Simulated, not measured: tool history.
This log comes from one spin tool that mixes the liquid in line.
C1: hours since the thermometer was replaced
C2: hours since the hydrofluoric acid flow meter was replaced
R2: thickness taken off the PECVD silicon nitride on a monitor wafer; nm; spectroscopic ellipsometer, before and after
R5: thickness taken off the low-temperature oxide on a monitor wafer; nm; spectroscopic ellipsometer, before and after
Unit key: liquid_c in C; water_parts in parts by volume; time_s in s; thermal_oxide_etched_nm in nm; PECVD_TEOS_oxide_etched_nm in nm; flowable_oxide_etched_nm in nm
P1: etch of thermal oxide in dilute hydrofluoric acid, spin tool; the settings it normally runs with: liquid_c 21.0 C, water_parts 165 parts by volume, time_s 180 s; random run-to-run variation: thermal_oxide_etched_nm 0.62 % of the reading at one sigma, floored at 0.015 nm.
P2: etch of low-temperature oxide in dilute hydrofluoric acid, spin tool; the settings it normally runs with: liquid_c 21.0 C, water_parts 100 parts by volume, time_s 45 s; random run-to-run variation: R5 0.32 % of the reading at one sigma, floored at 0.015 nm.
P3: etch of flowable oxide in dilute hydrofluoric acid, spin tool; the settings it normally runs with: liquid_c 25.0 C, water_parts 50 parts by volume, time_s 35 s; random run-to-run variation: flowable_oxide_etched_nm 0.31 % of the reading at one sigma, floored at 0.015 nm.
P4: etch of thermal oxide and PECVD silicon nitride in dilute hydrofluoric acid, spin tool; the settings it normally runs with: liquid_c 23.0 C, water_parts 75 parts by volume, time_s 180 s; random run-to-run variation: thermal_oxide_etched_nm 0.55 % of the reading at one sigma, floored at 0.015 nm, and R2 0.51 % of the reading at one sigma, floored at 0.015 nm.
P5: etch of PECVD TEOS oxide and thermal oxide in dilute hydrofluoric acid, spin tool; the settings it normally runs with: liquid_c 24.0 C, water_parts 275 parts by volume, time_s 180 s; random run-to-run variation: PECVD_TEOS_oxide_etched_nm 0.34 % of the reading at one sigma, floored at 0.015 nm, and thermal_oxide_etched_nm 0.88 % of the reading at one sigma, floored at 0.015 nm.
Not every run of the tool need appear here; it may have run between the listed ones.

{"run": 1, "hour": 4.6, "process": "P1", "liquid_c": 21.0, "water_parts": 165, "time_s": 180, "C1": 1399.8, "C2": 530.1, "thermal_oxide_etched_nm": 4.3326}
{"run": 2, "hour": 8.8, "process": "P4", "liquid_c": 23.0, "water_parts": 75, "time_s": 180, "C1": 1404.0, "C2": 534.3, "thermal_oxide_etched_nm": 10.859, "R2": 4.533}
{"run": 3, "hour": 11.5, "process": "P4", "liquid_c": 23.0, "water_parts": 75, "time_s": 180, "C1": 1406.7, "C2": 537.0, "thermal_oxide_etched_nm": 10.876, "R2": 4.5217}
{"run": 4, "hour": 16.0, "process": "P5", "liquid_c": 24.0, "water_parts": 275, "time_s": 180, "C1": 1411.2, "C2": 541.5, "thermal_oxide_etched_nm": 2.4627, "PECVD_TEOS_oxide_etched_nm": 6.6012}
{"run": 5, "hour": 20.2, "process": "P5", "liquid_c": 24.0, "water_parts": 275, "time_s": 60, "C1": 1415.4, "C2": 545.7, "thermal_oxide_etched_nm": 0.80499, "PECVD_TEOS_oxide_etched_nm": 2.2211}
{"run": 6, "hour": 24.6, "process": "P5", "liquid_c": 24.0, "water_parts": 120, "time_s": 180, "C1": 1419.8, "C2": 550.1, "thermal_oxide_etched_nm": 6.6271, "PECVD_TEOS_oxide_etched_nm": 18.193}
{"run": 7, "hour": 27.1, "process": "P3", "liquid_c": 25.0, "water_parts": 50, "time_s": 35, "C1": 1422.3, "C2": 552.6, "flowable_oxide_etched_nm": 41.473}
{"run": 8, "hour": 31.7, "process": "P1", "liquid_c": 21.0, "water_parts": 265, "time_s": 180, "C1": 1426.9, "C2": 557.2, "thermal_oxide_etched_nm": 2.4608}
{"run": 9, "hour": 36.2, "process": "P1", "liquid_c": 21.0, "water_parts": 165, "time_s": 50, "C1": 1431.4, "C2": 561.7, "thermal_oxide_etched_nm": 1.1996}
{"run": 10, "hour": 38.5, "process": "P1", "liquid_c": 21.0, "water_parts": 165, "time_s": 180, "C1": 1433.7, "C2": 564.0, "thermal_oxide_etched_nm": 4.3629}
{"run": 11, "hour": 43.0, "process": "P4", "liquid_c": 23.0, "water_parts": 20, "time_s": 180, "C1": 1438.2, "C2": 568.5, "thermal_oxide_etched_nm": 43.555, "R2": 16.357}
{"run": 12, "hour": 45.4, "process": "P1", "liquid_c": 21.0, "water_parts": 165, "time_s": 180, "C1": 1440.6, "C2": 570.9, "thermal_oxide_etched_nm": 4.2697}
{"hour": 45.5, "done": "thermometer replaced"}
{"run": 13, "hour": 49.5, "process": "P1", "liquid_c": 21.0, "water_parts": 165, "time_s": 300, "C1": 4.1, "C2": 575.0, "thermal_oxide_etched_nm": 7.2358}
{"run": 14, "hour": 53.0, "process": "P3", "liquid_c": 25.0, "water_parts": 50, "time_s": 60, "C1": 7.6, "C2": 578.5, "flowable_oxide_etched_nm": 71.225}
{"run": 15, "hour": 55.1, "process": "P1", "liquid_c": 17.0, "water_parts": 240, "time_s": 180, "C1": 9.7, "C2": 580.6, "thermal_oxide_etched_nm": 2.3535}
{"run": 16, "hour": 57.1, "process": "P2", "liquid_c": 21.0, "water_parts": 165, "time_s": 45, "C1": 11.7, "C2": 582.6, "R5": 5.1562}
{"hour": 58.0, "done": "hydrofluoric acid flow meter replaced"}
{"run": 17, "hour": 59.9, "process": "P1", "liquid_c": 21.0, "water_parts": 60, "time_s": 180, "C1": 14.5, "C2": 2.0, "thermal_oxide_etched_nm": 13.337}
{"run": 18, "hour": 62.5, "process": "P2", "liquid_c": 17.0, "water_parts": 100, "time_s": 45, "C1": 17.1, "C2": 4.6, "R5": 7.72}
{"run": 19, "hour": 64.5, "process": "P3", "liquid_c": 25.0, "water_parts": 85, "time_s": 35, "C1": 19.1, "C2": 6.6, "flowable_oxide_etched_nm": 23.361}
{"run": 20, "hour": 68.0, "process": "P3", "liquid_c": 32.5, "water_parts": 50, "time_s": 35, "C1": 22.6, "C2": 10.1, "flowable_oxide_etched_nm": 56.681}
{"run": 21, "hour": 70.8, "process": "P2", "liquid_c": 21.0, "water_parts": 100, "time_s": 45, "C1": 25.4, "C2": 12.9, "R5": 9.0841}
{"run": 22, "hour": 74.8, "process": "P1", "liquid_c": 21.0, "water_parts": 165, "time_s": 180, "C1": 29.4, "C2": 16.9, "thermal_oxide_etched_nm": 4.3146}
{"run": 23, "hour": 79.2, "process": "P5", "liquid_c": 29.5, "water_parts": 275, "time_s": 180, "C1": 33.8, "C2": 21.3, "thermal_oxide_etched_nm": 3.006, "PECVD_TEOS_oxide_etched_nm": 8.0301}
{"run": 24, "hour": 83.9, "process": "P4", "liquid_c": 30.5, "water_parts": 75, "time_s": 180, "C1": 38.5, "C2": 26.0, "thermal_oxide_etched_nm": 14.58, "R2": 7.3871}
{"run": 25, "hour": 87.1, "process": "P5", "liquid_c": 24.0, "water_parts": 275, "time_s": 180, "C1": 41.7, "C2": 29.2, "thermal_oxide_etched_nm": 2.5032, "PECVD_TEOS_oxide_etched_nm": 6.6867}
{"run": 26, "hour": 89.5, "process": "P1", "liquid_c": 17.0, "water_parts": 165, "time_s": 180, "C1": 44.1, "C2": 31.6, "thermal_oxide_etched_nm": 3.7259}
{"run": 27, "hour": 91.9, "process": "P1", "liquid_c": 21.0, "water_parts": 165, "time_s": 180, "C1": 46.5, "C2": 34.0, "thermal_oxide_etched_nm": 4.2821}
{"run": 28, "hour": 94.9, "process": "P2", "liquid_c": 21.0, "water_parts": 100, "time_s": 15, "C1": 49.5, "C2": 37.0, "R5": 3.0197}
{"run": 29, "hour": 99.1, "process": "P3", "liquid_c": 25.0, "water_parts": 50, "time_s": 35, "C1": 53.7, "C2": 41.2, "flowable_oxide_etched_nm": 41.815}
{"run": 30, "hour": 103.2, "process": "P1", "liquid_c": 21.0, "water_parts": 165, "time_s": 180, "C1": 57.8, "C2": 45.3, "thermal_oxide_etched_nm": 4.3564}
{"run": 31, "hour": 107.8, "process": "P1", "liquid_c": 28.5, "water_parts": 165, "time_s": 180, "C1": 62.4, "C2": 49.9, "thermal_oxide_etched_nm": 5.664}
{"run": 32, "hour": 110.7, "process": "P1", "liquid_c": 21.0, "water_parts": 165, "time_s": 180, "C1": 65.3, "C2": 52.8, "thermal_oxide_etched_nm": 4.3831}
{"run": 33, "hour": 114.8, "process": "P4", "liquid_c": 23.0, "water_parts": 75, "time_s": 80, "C1": 69.4, "C2": 56.9, "thermal_oxide_etched_nm": 4.8392, "R2": 2.036}
{"run": 34, "hour": 116.9, "process": "P1", "liquid_c": 21.0, "water_parts": 165, "time_s": 180, "C1": 71.5, "C2": 59.0, "thermal_oxide_etched_nm": 4.3355}
{"run": 35, "hour": 119.9, "process": "P1", "liquid_c": 21.0, "water_parts": 165, "time_s": 180, "C1": 74.5, "C2": 62.0, "thermal_oxide_etched_nm": 4.4274}
{"run": 36, "hour": 122.8, "process": "P1", "liquid_c": 21.0, "water_parts": 165, "time_s": 180, "C1": 77.4, "C2": 64.9, "thermal_oxide_etched_nm": 4.5558}
{"run": 37, "hour": 125.0, "process": "P1", "liquid_c": 21.0, "water_parts": 165, "time_s": 180, "C1": 79.6, "C2": 67.1, "thermal_oxide_etched_nm": 4.5499}
{"run": 38, "hour": 127.3, "process": "P1", "liquid_c": 21.0, "water_parts": 165, "time_s": 180, "C1": 81.9, "C2": 69.4, "thermal_oxide_etched_nm": 4.6089}
{"run": 39, "hour": 130.4, "process": "P1", "liquid_c": 21.0, "water_parts": 165, "time_s": 180, "C1": 85.0, "C2": 72.5, "thermal_oxide_etched_nm": 4.6053}
{"run": 40, "hour": 133.8, "process": "P1", "liquid_c": 21.0, "water_parts": 165, "time_s": 180, "C1": 88.4, "C2": 75.9, "thermal_oxide_etched_nm": 4.6209}
{"run": 41, "hour": 137.9, "process": "P1", "liquid_c": 21.0, "water_parts": 165, "time_s": 180, "C1": 92.5, "C2": 80.0, "thermal_oxide_etched_nm": 4.6708}
{"run": 42, "hour": 141.1, "process": "P1", "liquid_c": 21.0, "water_parts": 165, "time_s": 180, "C1": 95.7, "C2": 83.2, "thermal_oxide_etched_nm": 4.6769}
{"run": 43, "hour": 143.4, "process": "P1", "liquid_c": 21.0, "water_parts": 165, "time_s": 180, "C1": 98.0, "C2": 85.5, "thermal_oxide_etched_nm": 4.6711}
{"run": 44, "hour": 147.4, "process": "P1", "liquid_c": 21.0, "water_parts": 165, "time_s": 180, "C1": 102.0, "C2": 89.5, "thermal_oxide_etched_nm": 4.69}

The log shows P1 creeping away from where it was. Any of the 2 causes listed here, at the size stated for it, fits the log just as well as the others:
A: liquid hotter than its thermometer reads (K) = 2.01
B: hydrofluoric acid flow above the setpoint (%) = 6.86
The gradual shift began around hour 116.9.

Of the 4 check runs listed below, each run on one wafer and each result written as a question mark, which would let you distinguish the listed causes because they would give clearly different results?
{"run": "check 1", "hour": 151.4, "process": "P4", "liquid_c": 30.0, "water_parts": 75, "time_s": 115, "thermal_oxide_etched_nm": "?", "R2": "?"}
{"run": "check 2", "hour": 151.4, "process": "P5", "liquid_c": 24.0, "water_parts": 160, "time_s": 180, "thermal_oxide_etched_nm": "?", "PECVD_TEOS_oxide_etched_nm": "?"}
{"run": "check 3", "hour": 151.4, "process": "P3", "liquid_c": 30.0, "water_parts": 70, "time_s": 35, "flowable_oxide_etched_nm": "?"}
{"run": "check 4", "hour": 151.4, "process": "P2", "liquid_c": 17.0, "water_parts": 100, "time_s": 15, "R5": "?"}

Expected result of each check under each candidate cause:
check=check_1 result=thermal_oxide_etched_nm if_A=9.90610 if_B=9.87660
check=check_1 result=R2 if_A=5.1868 if_B=4.8817
check=check_2 result=thermal_oxide_etched_nm if_A=5.17660 if_B=5.18950
check=check_2 result=PECVD_TEOS_oxide_etched_nm if_A=13.9790 if_B=14.0130
check=check_3 result=flowable_oxide_etched_nm if_A=38.149 if_B=38.006
check=check_4 result=R5 if_A=2.7959 if_B=2.7653
Distance between the nearest two causes, measured in the result of the check that separates them most: check 1 6.06 %; check 2 0.25 %; check 3 0.38 %; check 4 1.1 %
Check 1 tells the causes apart: in the others they would give nearly the same result.

Check 1 has now been run. It gave: thermal_oxide_etched_nm 9.81210 nm; R2 4.9152 nm. Which of the candidate causes is it?

The cause is B: hydrofluoric acid flow above the setpoint (%).
